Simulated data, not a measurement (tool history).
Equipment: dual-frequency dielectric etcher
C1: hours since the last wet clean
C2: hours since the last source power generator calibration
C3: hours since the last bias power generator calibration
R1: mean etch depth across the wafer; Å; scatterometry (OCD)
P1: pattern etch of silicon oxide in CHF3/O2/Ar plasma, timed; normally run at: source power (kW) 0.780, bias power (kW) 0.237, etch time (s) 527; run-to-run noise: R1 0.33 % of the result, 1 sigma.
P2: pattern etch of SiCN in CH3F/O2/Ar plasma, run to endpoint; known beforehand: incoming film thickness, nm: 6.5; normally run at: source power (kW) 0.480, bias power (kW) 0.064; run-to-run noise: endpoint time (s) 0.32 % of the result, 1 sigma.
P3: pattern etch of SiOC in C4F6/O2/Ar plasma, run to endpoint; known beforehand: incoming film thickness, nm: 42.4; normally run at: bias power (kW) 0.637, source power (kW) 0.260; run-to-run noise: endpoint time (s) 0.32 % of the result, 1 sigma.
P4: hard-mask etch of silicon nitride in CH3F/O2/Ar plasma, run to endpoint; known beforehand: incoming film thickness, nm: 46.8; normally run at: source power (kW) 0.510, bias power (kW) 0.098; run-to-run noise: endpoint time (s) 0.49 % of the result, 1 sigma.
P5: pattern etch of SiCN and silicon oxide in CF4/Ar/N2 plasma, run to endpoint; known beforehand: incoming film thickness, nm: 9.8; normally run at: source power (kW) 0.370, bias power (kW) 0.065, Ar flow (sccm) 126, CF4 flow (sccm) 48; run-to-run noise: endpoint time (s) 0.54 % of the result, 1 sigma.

Run 1, hour 9.9: process that ran P1, source power (kW) 0.780, bias power (kW) 0.237, etch time (s) 527; C1 303.2; C2 1783.5; C3 294.3. Result: R1 12646.0 Å.
Run 2, hour 16.6: process that ran P1, source power (kW) 0.580, bias power (kW) 0.287, etch time (s) 527; C1 309.9; C2 1790.2; C3 301.0. Result: R1 12061.0 Å.
Run 3, hour 25.5: process that ran P5, source power (kW) 0.490, bias power (kW) 0.065, Ar flow (sccm) 126, CF4 flow (sccm) 48; C1 318.8; C2 1799.1; C3 309.9. Result: endpoint time (s) 12.089.
Run 4, hour 32.1: process that ran P1, source power (kW) 0.780, bias power (kW) 0.148, etch time (s) 527; C1 325.4; C2 1805.7; C3 316.5. Result: R1 10764.0 Å.
Run 5, hour 38.4: process that ran P5, source power (kW) 0.370, bias power (kW) 0.050, Ar flow (sccm) 126, CF4 flow (sccm) 48; C1 331.7; C2 1812.0; C3 322.8. Result: endpoint time (s) 17.019.
Run 6, hour 43.9: process that ran P4, source power (kW) 0.310, bias power (kW) 0.098; C1 337.2; C2 1817.5; C3 328.3. Result: endpoint time (s) 64.734.
Run 7, hour 52.1: process that ran P3, source power (kW) 0.260, bias power (kW) 0.404; C1 345.4; C2 1825.7; C3 336.5. Result: endpoint time (s) 18.202.
Run 8, hour 58.1: process that ran P1, source power (kW) 0.780, bias power (kW) 0.237, etch time (s) 527; C1 351.4; C2 1831.7; C3 342.5. Result: R1 12595.0 Å.
Run 9, hour 63.1: process that ran P1, source power (kW) 0.780, bias power (kW) 0.237, etch time (s) 527; C1 356.4; C2 1836.7; C3 347.5. Result: R1 12573.0 Å.
Run 10, hour 73.0: process that ran P5, source power (kW) 0.370, bias power (kW) 0.065, Ar flow (sccm) 126, CF4 flow (sccm) 48; C1 366.3; C2 1846.6; C3 357.4. Result: endpoint time (s) 15.388.
Run 11, hour 78.1: process that ran P1, source power (kW) 1.110, bias power (kW) 0.237, etch time (s) 527; C1 371.4; C2 1851.7; C3 362.5. Result: R1 14458.0 Å.
Run 12, hour 86.5: process that ran P2, source power (kW) 0.480, bias power (kW) 0.064; C1 379.8; C2 1860.1; C3 370.9. Result: endpoint time (s) 16.874.
Run 13, hour 95.3: process that ran P5, source power (kW) 0.370, bias power (kW) 0.065, Ar flow (sccm) 156, CF4 flow (sccm) 48; C1 388.6; C2 1868.9; C3 379.7. Result: endpoint time (s) 15.878.
Run 14, hour 100.5: process that ran P4, source power (kW) 0.510, bias power (kW) 0.098; C1 393.8; C2 1874.1; C3 384.9. Result: endpoint time (s) 53.631.
Run 15, hour 108.5: process that ran P2, source power (kW) 0.390, bias power (kW) 0.064; C1 401.8; C2 1882.1; C3 392.9. Result: endpoint time (s) 18.364.
Run 16, hour 115.3: process that ran P3, source power (kW) 0.260, bias power (kW) 0.637; C1 408.6; C2 1888.9; C3 399.7. Result: endpoint time (s) 15.214.
Run 17, hour 124.6: process that ran P4, source power (kW) 0.510, bias power (kW) 0.065; C1 417.9; C2 1898.2; C3 409.0. Result: endpoint time (s) 62.129.
Run 18, hour 129.3: process that ran P3, source power (kW) 0.350, bias power (kW) 0.637; C1 422.6; C2 1902.9; C3 413.7. Result: endpoint time (s) 13.649.
Run 19, hour 139.0: process that ran P1, source power (kW) 0.780, bias power (kW) 0.237, etch time (s) 316; C1 432.3; C2 1912.6; C3 423.4. Result: R1 7579.7 Å.
Run 20, hour 146.0: process that ran P1, source power (kW) 0.780, bias power (kW) 0.237, etch time (s) 527; C1 439.3; C2 1919.6; C3 430.4. Result: R1 12622.0 Å.
Run 21, hour 153.0: process that ran P5, source power (kW) 0.370, bias power (kW) 0.065, Ar flow (sccm) 126, CF4 flow (sccm) 68; C1 446.3; C2 1926.6; C3 437.4. Result: endpoint time (s) 14.583.
Run 22, hour 162.9: process that ran P2, source power (kW) 0.480, bias power (kW) 0.064; C1 456.2; C2 1936.5; C3 447.3. Result: endpoint time (s) 16.904.
Run 23, hour 170.1: process that ran P1, source power (kW) 0.780, bias power (kW) 0.237, etch time (s) 527; C1 463.4; C2 1943.7; C3 454.5. Result: R1 12674.0 Å.
Run 24, hour 175.3: process that ran P1, source power (kW) 0.600, bias power (kW) 0.237, etch time (s) 527; C1 468.6; C2 1948.9; C3 459.7. Result: R1 11484.0 Å.

What will run 25 give?
Run 25, hour 182.3: process that ran P1, source power (kW) 0.780, bias power (kW) 0.301, etch time (s) 527; C1 475.6; C2 1955.9; C3 466.7. Result: R1 ?.

{"run 25": {"R1": 13747.0}}

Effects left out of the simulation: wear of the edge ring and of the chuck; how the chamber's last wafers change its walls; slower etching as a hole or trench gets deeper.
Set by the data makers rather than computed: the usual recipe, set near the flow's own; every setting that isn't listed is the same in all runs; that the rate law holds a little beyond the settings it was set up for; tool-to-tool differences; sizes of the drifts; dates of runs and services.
